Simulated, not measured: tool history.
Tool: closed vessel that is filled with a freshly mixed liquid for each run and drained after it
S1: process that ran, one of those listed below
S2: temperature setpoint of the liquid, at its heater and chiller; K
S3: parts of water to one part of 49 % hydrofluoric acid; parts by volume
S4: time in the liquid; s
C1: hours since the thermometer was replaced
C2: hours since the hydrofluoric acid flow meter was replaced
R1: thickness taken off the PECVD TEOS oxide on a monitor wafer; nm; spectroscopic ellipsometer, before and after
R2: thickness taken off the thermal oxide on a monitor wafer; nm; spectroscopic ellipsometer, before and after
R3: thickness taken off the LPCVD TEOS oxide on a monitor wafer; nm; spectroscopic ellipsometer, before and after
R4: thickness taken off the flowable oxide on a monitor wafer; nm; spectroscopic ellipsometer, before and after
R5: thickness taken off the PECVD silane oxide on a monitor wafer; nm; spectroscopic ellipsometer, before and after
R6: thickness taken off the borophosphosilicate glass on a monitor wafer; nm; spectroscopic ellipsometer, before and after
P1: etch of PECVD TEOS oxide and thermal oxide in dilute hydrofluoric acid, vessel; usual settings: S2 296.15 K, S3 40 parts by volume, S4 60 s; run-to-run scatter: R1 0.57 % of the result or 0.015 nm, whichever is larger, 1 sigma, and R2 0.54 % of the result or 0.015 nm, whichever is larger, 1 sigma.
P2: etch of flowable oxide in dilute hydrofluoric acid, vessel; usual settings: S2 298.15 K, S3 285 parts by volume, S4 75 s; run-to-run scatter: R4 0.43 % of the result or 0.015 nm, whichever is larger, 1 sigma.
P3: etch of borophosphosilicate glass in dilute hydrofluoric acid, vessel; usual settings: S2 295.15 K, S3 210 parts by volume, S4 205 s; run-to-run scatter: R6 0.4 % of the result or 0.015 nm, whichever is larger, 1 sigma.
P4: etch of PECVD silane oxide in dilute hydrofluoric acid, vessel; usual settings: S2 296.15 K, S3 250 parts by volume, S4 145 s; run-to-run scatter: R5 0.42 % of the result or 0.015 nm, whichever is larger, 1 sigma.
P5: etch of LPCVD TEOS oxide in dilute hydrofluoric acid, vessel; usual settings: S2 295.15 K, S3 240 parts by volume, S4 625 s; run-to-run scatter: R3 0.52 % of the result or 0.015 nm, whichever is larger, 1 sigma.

run,hour,S1,S2,S3,S4,C1,C2,R1,R2,R3,R4,R5,R6
1,17.6,P1,296.15,40,60,1010.6,275.9,43.579,7.0759,,,,
2,34.8,P5,295.15,240,625,1027.8,293.1,,,47.665,,,
3,44.1,P2,298.15,510,75,1037.1,302.4,,,,3.281,,
4,57.8,P4,296.15,50,145,1050.8,316.1,,,,,59.424,
5,75.7,P1,299.65,40,30,1068.7,334,25.232,4.1052,,,,
6,91,P1,296.15,20,95,1084,349.3,143.53,22.873,,,,
7,101.9,P4,296.15,250,210,1094.9,360.2,,,,,13.862,
8,117.6,P3,299.15,210,205,1110.6,375.9,,,,,,33.675
9,135.3,P4,290.15,250,145,1128.3,393.6,,,,,7.656,
10,145.8,P1,291.15,40,60,1138.8,404.1,35.631,5.6828,,,,
11,154.8,P1,296.15,40,60,1147.8,413.1,44.102,7.1007,,,,
12,164.8,P1,296.15,40,110,1157.8,423.1,80.442,13.017,,,,
13,177.2,P2,290.15,285,75,1170.2,435.5,,,,5.3752,,
14,187.2,P1,296.15,40,60,1180.2,445.5,43.934,7.0738,,,,
15,200.5,P3,295.15,210,410,1193.5,458.8,,,,,,58.844
16,209.5,P2,298.15,285,75,1202.5,467.8,,,,7.1966,,
17,227.6,P1,296.15,20,60,1220.6,485.9,90.835,14.495,,,,
18,236.6,P2,298.15,285,75,1229.6,494.9,,,,7.2095,,
19,248.7,P1,296.15,60,60,1241.7,507,28.485,4.5818,,,,
20,266.2,P3,295.15,65,205,1259.2,524.5,,,,,,111.32
21,284.1,P1,296.15,40,30,1277.1,542.4,21.943,3.5211,,,,
22,299,P1,303.15,40,60,1292,557.3,58.18,9.3825,,,,
23,309.7,P5,295.15,240,170,1302.7,568,,,12.909,,,
24,325.5,P4,296.15,250,145,1318.5,583.8,,,,,9.534,
25,338.8,P2,298.15,285,125,1331.8,597.1,,,,11.97,,
26,353.8,P5,301.65,240,625,1346.8,612.1,,,59.999,,,
27,371.8,P1,296.15,40,60,1364.8,630.1,44.097,7.0461,,,,
28,382.3,P5,295.15,55,625,1375.3,640.6,,,252.6,,,
29,394.9,P3,295.15,210,205,1387.9,653.2,,,,,,29.197
30,404.5,P1,296.15,40,60,1397.5,662.8,44.01,7.0853,,,,
31,421.7,P1,296.15,40,60,1414.7,680,45.502,7.4032,,,,
32,432.9,P1,296.15,40,60,1425.9,691.2,46.68,7.447,,,,
33,443.8,P1,296.15,40,60,1436.8,702.1,46.619,7.4782,,,,
34,452.1,P1,296.15,40,60,1445.1,710.4,46.847,7.4769,,,,
35,470,P1,296.15,40,60,1463,728.3,47.185,7.5519,,,,
36,486.5,P1,296.15,40,60,1479.5,744.8,47.295,7.6168,,,,
37,496.4,P1,296.15,40,60,1489.4,754.7,47.119,7.5489,,,,

What P1 gives has crept away from where it was. These 2 causes fit the log equally well, each at the size given:
A: hydrofluoric acid flow above the setpoint (%) = 7.28
B: liquid hotter than its thermometer reads (K) = 1.78
The creep began at about hour 404.5.

4 check runs are offered, one wafer each, their results left as question marks. Which one tells the causes apart?
check 1,506.3,P3,295.15,65,205,,,,,,,,?
check 2,506.3,P2,298.15,505,75,,,,,,?,,
check 3,506.3,P5,299.65,115,625,,,,,?,,,
check 4,506.3,P4,290.65,135,145,,,,,,,?,

What each check would give under each cause:
check,result,if A,if B
check 1,R6,119.92,119.6
check 2,R4,3.6718,3.5082
check 3,R3,146.54,144.7
check 4,R5,17.363,17.244
How far apart the two closest causes lie, in the result that separates them most: check 1 0.27 %; check 2 4.56 %; check 3 1.27 %; check 4 0.69 %
Only check 2 tells the causes apart: in the others they would give nearly the same result.

Check 2 was then run and gave: R4 3.5401 nm. Which cause is it?

It is B: liquid hotter than its thermometer reads (K).
